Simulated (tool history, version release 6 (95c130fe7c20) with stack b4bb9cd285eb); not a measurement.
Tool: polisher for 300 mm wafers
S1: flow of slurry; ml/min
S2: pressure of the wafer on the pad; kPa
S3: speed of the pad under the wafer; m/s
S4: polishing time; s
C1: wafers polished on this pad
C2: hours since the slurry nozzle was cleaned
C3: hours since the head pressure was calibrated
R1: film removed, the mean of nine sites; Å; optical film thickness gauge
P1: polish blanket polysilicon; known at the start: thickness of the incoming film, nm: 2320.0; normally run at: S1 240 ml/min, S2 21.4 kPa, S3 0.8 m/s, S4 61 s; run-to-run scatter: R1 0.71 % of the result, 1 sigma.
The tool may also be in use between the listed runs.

Run 1, hour 5.9: S1 240 ml/min, S2 21.4 kPa, S3 0.8 m/s, S4 61 s; C1 237; C2 337.6; C3 835.9. Result: R1 4187.5 Å.
Run 2, hour 15: S1 350 ml/min, S2 21.4 kPa, S3 0.8 m/s, S4 61 s; C1 316; C2 346.7; C3 845. Result: R1 4336.6 Å.
Run 3, hour 21: S1 240 ml/min, S2 21.4 kPa, S3 0.8 m/s, S4 61 s; C1 368; C2 352.7; C3 851. Result: R1 4116.3 Å.
Run 4, hour 31.1: S1 145 ml/min, S2 21.4 kPa, S3 0.8 m/s, S4 61 s; C1 455; C2 362.8; C3 861.1. Result: R1 3846.1 Å.
At hour 38.7: head pressure recalibrated.
Run 5, hour 40.8: S1 240 ml/min, S2 21.4 kPa, S3 0.8 m/s, S4 31 s; C1 539; C2 372.5; C3 2.2. Result: R1 2132.7 Å.
Run 6, hour 51.5: S1 240 ml/min, S2 21.4 kPa, S3 0.8 m/s, S4 61 s; C1 631; C2 383.2; C3 12.9. Result: R1 4121.6 Å.
Run 7, hour 60.5: S1 240 ml/min, S2 21.4 kPa, S3 1.14 m/s, S4 61 s; C1 709; C2 392.2; C3 21.9. Result: R1 5994.2 Å.
Run 8, hour 68.4: S1 240 ml/min, S2 9.7 kPa, S3 0.8 m/s, S4 61 s; C1 778; C2 400.1; C3 29.8. Result: R1 1873.3 Å.
Run 9, hour 79: S1 240 ml/min, S2 21.4 kPa, S3 0.8 m/s, S4 61 s; C1 869; C2 410.7; C3 40.4. Result: R1 4160.4 Å.
Run 10, hour 89.5: S1 240 ml/min, S2 21.4 kPa, S3 0.52 m/s, S4 92 s; C1 960; C2 421.2; C3 50.9. Result: R1 4047.7 Å.
Run 11, hour 96: S1 240 ml/min, S2 21.4 kPa, S3 0.36 m/s, S4 61 s; C1 1016; C2 427.7; C3 57.4. Result: R1 1856.4 Å.
Run 12, hour 107.6: S1 240 ml/min, S2 21.4 kPa, S3 0.8 m/s, S4 78 s; C1 1116; C2 439.3; C3 69. Result: R1 5280.8 Å.
Run 13, hour 118.2: S1 240 ml/min, S2 33.1 kPa, S3 0.8 m/s, S4 61 s; C1 1208; C2 449.9; C3 79.6. Result: R1 6439.6 Å.
Run 14, hour 128.8: S1 240 ml/min, S2 21.4 kPa, S3 0.8 m/s, S4 61 s; C1 1300; C2 460.5; C3 90.2. Result: R1 4150.4 Å.
Run 15, hour 135.6: S1 240 ml/min, S2 21.4 kPa, S3 0.8 m/s, S4 61 s; C1 1358; C2 467.3; C3 97. Result: R1 4137.5 Å.
Run 16, hour 146.7: S1 240 ml/min, S2 21.4 kPa, S3 0.8 m/s, S4 61 s; C1 1454; C2 478.4; C3 108.1. Result: R1 4131.6 Å.
Run 17, hour 156.6: S1 240 ml/min, S2 21.4 kPa, S3 0.8 m/s, S4 61 s; C1 1540; C2 488.3; C3 118. Result: R1 4101.4 Å.
Run 18, hour 164.9: S1 240 ml/min, S2 21.4 kPa, S3 0.8 m/s, S4 61 s; C1 1612; C2 496.6; C3 126.3. Result: R1 4048.1 Å.
Run 19, hour 174.5: S1 240 ml/min, S2 21.4 kPa, S3 0.8 m/s, S4 61 s; C1 1695; C2 506.2; C3 135.9. Result: R1 4004.5 Å.
Run 20, hour 185.5: S1 240 ml/min, S2 21.4 kPa, S3 0.8 m/s, S4 61 s; C1 1790; C2 517.2; C3 146.9. Result: R1 4006.4 Å.
Run 21, hour 196.5: S1 240 ml/min, S2 21.4 kPa, S3 0.8 m/s, S4 61 s; C1 1885; C2 528.2; C3 157.9. Result: R1 3971.4 Å.
At hour 206.6: worn pad replaced by a new one.
Run 22, hour 208.3: S1 240 ml/min, S2 21.4 kPa, S3 0.8 m/s, S4 61 s; C1 14; C2 540; C3 169.7. Result: R1 3949.1 Å.
Run 23, hour 213.8: S1 240 ml/min, S2 21.4 kPa, S3 0.8 m/s, S4 61 s; C1 62; C2 545.5; C3 175.2. Result: R1 3957 Å.
Run 24, hour 220.9: S1 240 ml/min, S2 21.4 kPa, S3 0.8 m/s, S4 61 s; C1 123; C2 552.6; C3 182.3. Result: R1 3906.1 Å.

Forecast run 25:
Run 25, hour 233.5: S1 240 ml/min, S2 21.4 kPa, S3 0.8 m/s, S4 61 s; C1 232; C2 565.2; C3 194.9. Result: R1 ?.

Run 25 gave R1 3971.8 Å.
